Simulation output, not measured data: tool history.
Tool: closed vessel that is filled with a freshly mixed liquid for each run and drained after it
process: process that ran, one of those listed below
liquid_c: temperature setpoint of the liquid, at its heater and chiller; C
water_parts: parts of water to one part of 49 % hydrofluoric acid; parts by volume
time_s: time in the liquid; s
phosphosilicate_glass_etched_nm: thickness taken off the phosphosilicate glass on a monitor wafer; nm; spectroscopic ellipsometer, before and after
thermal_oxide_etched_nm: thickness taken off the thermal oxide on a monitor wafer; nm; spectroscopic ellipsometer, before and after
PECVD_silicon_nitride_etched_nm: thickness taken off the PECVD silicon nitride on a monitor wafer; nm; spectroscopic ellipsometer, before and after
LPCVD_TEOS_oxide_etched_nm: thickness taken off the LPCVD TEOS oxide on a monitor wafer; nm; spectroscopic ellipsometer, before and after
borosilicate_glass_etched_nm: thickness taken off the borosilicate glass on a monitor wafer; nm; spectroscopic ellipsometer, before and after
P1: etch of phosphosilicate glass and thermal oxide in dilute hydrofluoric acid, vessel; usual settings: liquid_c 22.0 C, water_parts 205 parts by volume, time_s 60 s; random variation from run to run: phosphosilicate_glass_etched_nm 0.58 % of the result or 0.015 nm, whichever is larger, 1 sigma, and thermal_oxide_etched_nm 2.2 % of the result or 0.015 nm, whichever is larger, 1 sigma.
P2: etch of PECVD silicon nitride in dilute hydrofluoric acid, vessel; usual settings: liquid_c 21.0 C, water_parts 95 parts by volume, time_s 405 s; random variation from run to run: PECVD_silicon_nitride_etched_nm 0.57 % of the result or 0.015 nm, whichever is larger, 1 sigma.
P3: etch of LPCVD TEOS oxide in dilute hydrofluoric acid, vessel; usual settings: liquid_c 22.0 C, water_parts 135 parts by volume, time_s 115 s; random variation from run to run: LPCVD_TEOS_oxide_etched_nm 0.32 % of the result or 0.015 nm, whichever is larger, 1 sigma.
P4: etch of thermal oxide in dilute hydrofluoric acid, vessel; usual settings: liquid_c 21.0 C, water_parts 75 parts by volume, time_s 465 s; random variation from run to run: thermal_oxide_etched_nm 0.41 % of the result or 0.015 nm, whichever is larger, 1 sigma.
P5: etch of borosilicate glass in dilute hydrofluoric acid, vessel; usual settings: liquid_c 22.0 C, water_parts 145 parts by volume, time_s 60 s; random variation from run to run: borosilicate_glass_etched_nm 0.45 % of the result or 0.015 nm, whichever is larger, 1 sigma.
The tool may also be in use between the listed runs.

run	hour	process	liquid_c	water_parts	time_s	hours since the thermometer was replaced	hours since the hydrofluoric acid flow meter was replaced	phosphosilicate_glass_etched_nm	thermal_oxide_etched_nm	PECVD_silicon_nitride_etched_nm	LPCVD_TEOS_oxide_etched_nm	borosilicate_glass_etched_nm
1	10.1	P1	22.0	205	60	107.4	1073.9	31.7360	1.08820			
2	17.2	P1	17.0	205	60	114.5	1081.0	26.1660	0.90397			
3	26.7	P2	27.5	95	405	124.0	1090.5			16.957		
4	34.7	P1	22.0	205	60	132.0	1098.5	31.4570	1.06930			
5	41.6	P2	21.0	95	795	138.9	1105.4			21.468		
6	53.6	P1	22.0	300	60	150.9	1117.4	19.7250	0.69580			
7	64.3	P1	22.0	205	115	161.6	1128.1	60.7190	2.13930			
8	73.8	P3	22.0	135	65	171.1	1137.6				8.2574	
9	82.4	P1	22.0	205	60	179.7	1146.2	31.5120	1.09520			
10	89.6	P1	22.0	305	30	186.9	1153.4	9.6581	0.34341			
11	95.5	P5	22.0	145	115	192.8	1159.3					25.497
12	106.8	P1	22.0	205	60	204.1	1170.6	31.6050	1.02960			
13	112.3	P1	22.0	50	60	209.6	1176.1	155.6800	5.48380			
14	121.4	P4	21.0	75	30	218.7	1185.2		1.56790			
15	132.3	P3	17.0	135	115	229.6	1196.1				11.9150	
16	140.4	P5	22.0	145	60	237.7	1204.2					13.386
17	146.1	P5	22.0	145	60	243.4	1209.9					13.280
18	157.2	P1	22.0	205	60	254.5	1221.0	31.7770	1.09370			
19	164.2	P2	21.0	20	405	261.5	1228.0			49.505		
20	175.2	P1	30.0	205	60	272.5	1239.0	42.4010	1.45560			
21	183.3	P4	17.0	75	465	280.6	1247.1		20.45300			
22	189.0	P2	21.0	95	405	286.3	1252.8			11.038		
23	201.0	P3	22.0	135	115	298.3	1264.8				14.5650	
24	209.9	P5	28.5	145	60	307.2	1273.7					17.028
25	217.1	P4	21.0	75	465	314.4	1280.9		24.29100			
26	223.9	P1	22.0	205	60	321.2	1287.7	31.2350	1.04160			
27	231.1	P4	21.0	125	465	328.4	1294.9		13.87100			
28	237.9	P3	22.0	225	115	335.2	1301.7				8.0063	
29	249.1	P1	22.0	205	30	346.4	1312.9	15.6870	0.54514			
30	255.8	P5	22.0	30	60	353.1	1319.6					73.972
31	263.0	P1	17.0	205	30	360.3	1326.8	13.0720	0.47425			
32	269.6	P1	22.0	205	60	366.9	1333.4	32.0950	1.09320			
33	279.2	P1	22.0	205	60	376.5	1343.0	30.6390	1.06230			
34	289.0	P1	22.0	205	60	386.3	1352.8	29.4090	0.96189			
35	298.9	P1	22.0	205	60	396.2	1362.7	29.5740	1.04680			
36	311.6	P1	22.0	205	60	408.9	1375.4	29.0610	0.97135			
37	322.7	P1	22.0	205	60	420.0	1386.5	29.0750	1.01490			
38	330.5	P1	22.0	205	60	427.8	1394.3	28.8790	1.04350			

What P1 gives has crept away from where it was. These 2 causes fit the log equally well, each at the size given:
A: liquid colder than its thermometer reads (K) = 2.26
B: hydrofluoric acid flow below the setpoint (%) = 6.82
The creep began at about hour 269.6.

4 check runs are offered, one wafer each, their results left as question marks. Which one tells the causes apart?
check 1	338.3	P2	21.0	20	700					?		
check 2	338.3	P3	18.5	205	115						?	
check 3	338.3	P5	25.5	145	115							?
check 4	338.3	P4	17.0	75	30				?			

What each check would give under each cause:
check	result	if A	if B
check 1	PECVD_silicon_nitride_etched_nm	73.390	80.496
check 2	LPCVD_TEOS_oxide_etched_nm	7.1337	7.1686
check 3	borosilicate_glass_etched_nm	26.782	26.868
check 4	thermal_oxide_etched_nm	1.20280	1.22850
How far apart the two closest causes lie, in the result that separates them most: check 1 9.24 %; check 2 0.49 %; check 3 0.32 %; check 4 2.11 %
Only check 1 tells the causes apart: in the others they would give nearly the same result.

Then check 1 was run and gave: PECVD_silicon_nitride_etched_nm 73.948 nm. Which cause is it?

It is A: liquid colder than its thermometer reads (K).

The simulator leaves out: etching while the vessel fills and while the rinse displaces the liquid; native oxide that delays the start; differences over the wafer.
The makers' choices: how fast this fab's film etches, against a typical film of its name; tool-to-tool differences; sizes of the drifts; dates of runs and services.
